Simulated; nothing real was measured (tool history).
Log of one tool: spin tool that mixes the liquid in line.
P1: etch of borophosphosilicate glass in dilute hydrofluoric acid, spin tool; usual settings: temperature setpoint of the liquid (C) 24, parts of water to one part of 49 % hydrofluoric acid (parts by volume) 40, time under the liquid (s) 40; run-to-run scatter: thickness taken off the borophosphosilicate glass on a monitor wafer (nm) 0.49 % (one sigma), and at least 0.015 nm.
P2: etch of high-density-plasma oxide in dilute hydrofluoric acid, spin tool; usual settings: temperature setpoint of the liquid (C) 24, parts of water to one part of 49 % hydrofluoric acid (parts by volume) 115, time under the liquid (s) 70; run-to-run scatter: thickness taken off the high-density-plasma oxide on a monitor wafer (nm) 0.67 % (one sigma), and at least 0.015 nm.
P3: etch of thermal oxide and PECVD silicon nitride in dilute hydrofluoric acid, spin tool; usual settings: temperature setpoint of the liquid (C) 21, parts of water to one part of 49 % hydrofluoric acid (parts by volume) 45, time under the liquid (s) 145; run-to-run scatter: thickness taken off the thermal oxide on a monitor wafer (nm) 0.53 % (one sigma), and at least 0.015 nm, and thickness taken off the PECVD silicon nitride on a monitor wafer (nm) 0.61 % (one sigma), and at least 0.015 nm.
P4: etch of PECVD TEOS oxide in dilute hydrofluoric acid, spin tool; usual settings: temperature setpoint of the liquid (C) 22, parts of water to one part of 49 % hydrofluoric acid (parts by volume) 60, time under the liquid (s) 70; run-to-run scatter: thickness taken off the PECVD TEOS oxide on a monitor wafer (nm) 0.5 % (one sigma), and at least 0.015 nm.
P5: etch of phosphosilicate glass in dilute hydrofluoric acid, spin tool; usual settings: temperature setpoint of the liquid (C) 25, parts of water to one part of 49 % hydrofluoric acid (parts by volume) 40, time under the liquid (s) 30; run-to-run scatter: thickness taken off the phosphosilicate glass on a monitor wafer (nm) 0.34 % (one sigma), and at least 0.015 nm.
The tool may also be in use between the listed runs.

| run | day | process that ran | temperature setpoint of the liquid (C) | parts of water to one part of 49 % hydrofluoric acid (parts by volume) | time under the liquid (s) | hours since the thermometer was replaced | hours since the hydrofluoric acid flow meter was replaced | thickness taken off the borophosphosilicate glass on a monitor wafer (nm) | thickness taken off the phosphosilicate glass on a monitor wafer (nm) | thickness taken off the high-density-plasma oxide on a monitor wafer (nm) | thickness taken off the thermal oxide on a monitor wafer (nm) | thickness taken off the PECVD silicon nitride on a monitor wafer (nm) | thickness taken off the PECVD TEOS oxide on a monitor wafer (nm) |
|---|---|---|---|---|---|---|---|---|---|---|---|---|---|
| 1 | 0.129 | P1 | 24 | 40 | 40 | 190.5 | 202.7 | 37.952 |  |  |  |  |  |
| 2 | 0.258 | P5 | 25 | 40 | 30 | 193.6 | 205.8 |  | 169.78 |  |  |  |  |
| 3 | 0.396 | P1 | 24 | 40 | 60 | 196.9 | 209.1 | 56.957 |  |  |  |  |  |
| 4 | 0.512 | P2 | 24 | 115 | 70 | 199.7 | 211.9 |  |  | 3.8713 |  |  |  |
| 5 | 0.688 | P2 | 17 | 115 | 70 | 203.9 | 216.1 |  |  | 2.9182 |  |  |  |
| 6 | 0.838 | P1 | 24 | 40 | 40 | 207.5 | 219.7 | 38.315 |  |  |  |  |  |
| 7 | 0.983 | P1 | 24 | 40 | 40 | 211 | 223.2 | 38.002 |  |  |  |  |  |
| 8 | 1.096 | P5 | 25 | 70 | 30 | 213.7 | 225.9 |  | 93.077 |  |  |  |  |
| 9 | 1.262 | P2 | 24 | 115 | 40 | 217.7 | 229.9 |  |  | 2.2188 |  |  |  |
| 10 | 1.371 | P3 | 21 | 45 | 145 | 220.3 | 232.5 |  |  |  | 14.445 | 4.287 |  |
| 11 | 1.458 | P1 | 24 | 70 | 40 | 222.4 | 234.6 | 20.976 |  |  |  |  |  |
| 12 | 1.554 | P1 | 24 | 40 | 40 | 224.7 | 236.9 | 37.886 |  |  |  |  |  |
| 13 | 1.708 | P5 | 25 | 40 | 50 | 228.4 | 240.6 |  | 283.55 |  |  |  |  |
| 14 | 1.817 | P3 | 21 | 30 | 145 | 231 | 243.2 |  |  |  | 22.099 | 6.3481 |  |
| 15 | 1.946 | P1 | 24 | 40 | 15 | 234.1 | 246.3 | 14.372 |  |  |  |  |  |
| 16 | 2.117 | P1 | 17 | 40 | 40 | 238.2 | 250.4 | 28.006 |  |  |  |  |  |
| 17 | 2.296 | P3 | 21 | 45 | 50 | 242.5 | 254.7 |  |  |  | 4.9375 | 1.4632 |  |
| 18 | 2.433 | P1 | 27.5 | 40 | 70 | 245.8 | 258 | 77.275 |  |  |  |  |  |
| 19 | 2.521 | P4 | 22 | 60 | 40 | 247.9 | 260.1 |  |  |  |  |  | 10.608 |
| 20 | 2.658 | P4 | 22 | 60 | 70 | 251.2 | 263.4 |  |  |  |  |  | 18.585 |
|  | 2.75 | hydrofluoric acid flow meter replaced |
| 21 | 2.775 | P3 | 28 | 45 | 145 | 254 | 0.7 |  |  |  | 19.2 | 6.9118 |  |
| 22 | 2.933 | P2 | 24 | 115 | 70 | 257.8 | 4.5 |  |  | 3.9432 |  |  |  |
| 23 | 3.05 | P1 | 29 | 40 | 40 | 260.6 | 7.3 | 46.507 |  |  |  |  |  |
| 24 | 3.225 | P1 | 24 | 40 | 40 | 264.8 | 11.5 | 38.183 |  |  |  |  |  |
| 25 | 3.367 | P1 | 30 | 65 | 40 | 268.2 | 14.9 | 28.795 |  |  |  |  |  |
| 26 | 3.508 | P1 | 19.5 | 20 | 40 | 271.6 | 18.3 | 64.57 |  |  |  |  |  |
| 27 | 3.621 | P5 | 25 | 40 | 30 | 274.3 | 21 |  | 169.07 |  |  |  |  |
| 28 | 3.725 | P5 | 18.5 | 40 | 30 | 276.8 | 23.5 |  | 128.93 |  |  |  |  |
| 29 | 3.833 | P1 | 24 | 20 | 40 | 279.4 | 26.1 | 78.241 |  |  |  |  |  |
| 30 | 3.917 | P4 | 22 | 105 | 70 | 281.4 | 28.1 |  |  |  |  |  | 10.002 |
| 31 | 4.042 | P2 | 24 | 195 | 70 | 284.4 | 31.1 |  |  | 2.1194 |  |  |  |
| 32 | 4.15 | P1 | 24 | 40 | 40 | 287 | 33.7 | 38.234 |  |  |  |  |  |
| 33 | 4.25 | P3 | 21 | 45 | 145 | 289.4 | 36.1 |  |  |  | 14.471 | 4.2578 |  |
| 34 | 4.333 | P4 | 26 | 60 | 70 | 291.4 | 38.1 |  |  |  |  |  | 21.92 |
| 35 | 4.5 | P1 | 24 | 40 | 40 | 295.4 | 42.1 | 38.281 |  |  |  |  |  |
| 36 | 4.646 | P1 | 24 | 40 | 40 | 298.9 | 45.6 | 38.971 |  |  |  |  |  |
| 37 | 4.796 | P1 | 24 | 40 | 40 | 302.5 | 49.2 | 39.712 |  |  |  |  |  |
| 38 | 4.95 | P1 | 24 | 40 | 40 | 306.2 | 52.9 | 40.239 |  |  |  |  |  |
| 39 | 5.075 | P1 | 24 | 40 | 40 | 309.2 | 55.9 | 40.103 |  |  |  |  |  |
| 40 | 5.246 | P1 | 24 | 40 | 40 | 313.3 | 60 | 40.643 |  |  |  |  |  |
| 41 | 5.333 | P1 | 24 | 40 | 40 | 315.4 | 62.1 | 40.456 |  |  |  |  |  |
| 42 | 5.488 | P1 | 24 | 40 | 40 | 319.1 | 65.8 | 40.598 |  |  |  |  |  |
| 43 | 5.588 | P1 | 24 | 40 | 40 | 321.5 | 68.2 | 40.841 |  |  |  |  |  |
| 44 | 5.679 | P1 | 24 | 40 | 40 | 323.7 | 70.4 | 40.804 |  |  |  |  |  |
| 45 | 5.775 | P1 | 24 | 40 | 40 | 326 | 72.7 | 40.936 |  |  |  |  |  |
| 46 | 5.883 | P1 | 24 | 40 | 40 | 328.6 | 75.3 | 41.168 |  |  |  |  |  |

What P1 gives has crept away from where it was. These 2 causes fit the log equally well, each at the size given:
A: hydrofluoric acid flow above the setpoint (%) = 7.14
B: liquid hotter than its thermometer reads (K) = 1.76
The creep began at about day 4.5.

4 check runs are offered, one wafer each, their results left as question marks. Which one tells the causes apart?
| check 1 | 5.992 | P3 | 21 | 45 | 145 |  |  |  |  |  | ? | ? |  |
| check 2 | 5.992 | P4 | 22 | 60 | 70 |  |  |  |  |  |  |  | ? |
| check 3 | 5.992 | P2 | 24 | 115 | 70 |  |  |  |  | ? |  |  |  |
| check 4 | 5.992 | P5 | 25 | 40 | 30 |  |  |  | ? |  |  |  |  |

What each check would give under each cause:
| check | result | if A | if B |
|---|---|---|---|
| check 1 | thickness taken off the thermal oxide on a monitor wafer (nm) | 15.479 | 15.498 |
| check 1 | thickness taken off the PECVD silicon nitride on a monitor wafer (nm) | 4.5989 | 4.8531 |
| check 2 | thickness taken off the PECVD TEOS oxide on a monitor wafer (nm) | 20.005 | 19.975 |
| check 3 | thickness taken off the high-density-plasma oxide on a monitor wafer (nm) | 4.2156 | 4.1746 |
| check 4 | thickness taken off the phosphosilicate glass on a monitor wafer (nm) | 182.29 | 182.15 |
How far apart the two closest causes lie, in the result that separates them most: check 1 5.38 %; check 2 0.15 %; check 3 0.98 %; check 4 0.08 %
Check 1 tells the causes apart: in the others they would give nearly the same result.

Then check 1 was run and gave: thickness taken off the thermal oxide on a monitor wafer (nm) 15.48; thickness taken off the PECVD silicon nitride on a monitor wafer (nm) 4.5627. Which cause is it?

It is A: hydrofluoric acid flow above the setpoint (%).

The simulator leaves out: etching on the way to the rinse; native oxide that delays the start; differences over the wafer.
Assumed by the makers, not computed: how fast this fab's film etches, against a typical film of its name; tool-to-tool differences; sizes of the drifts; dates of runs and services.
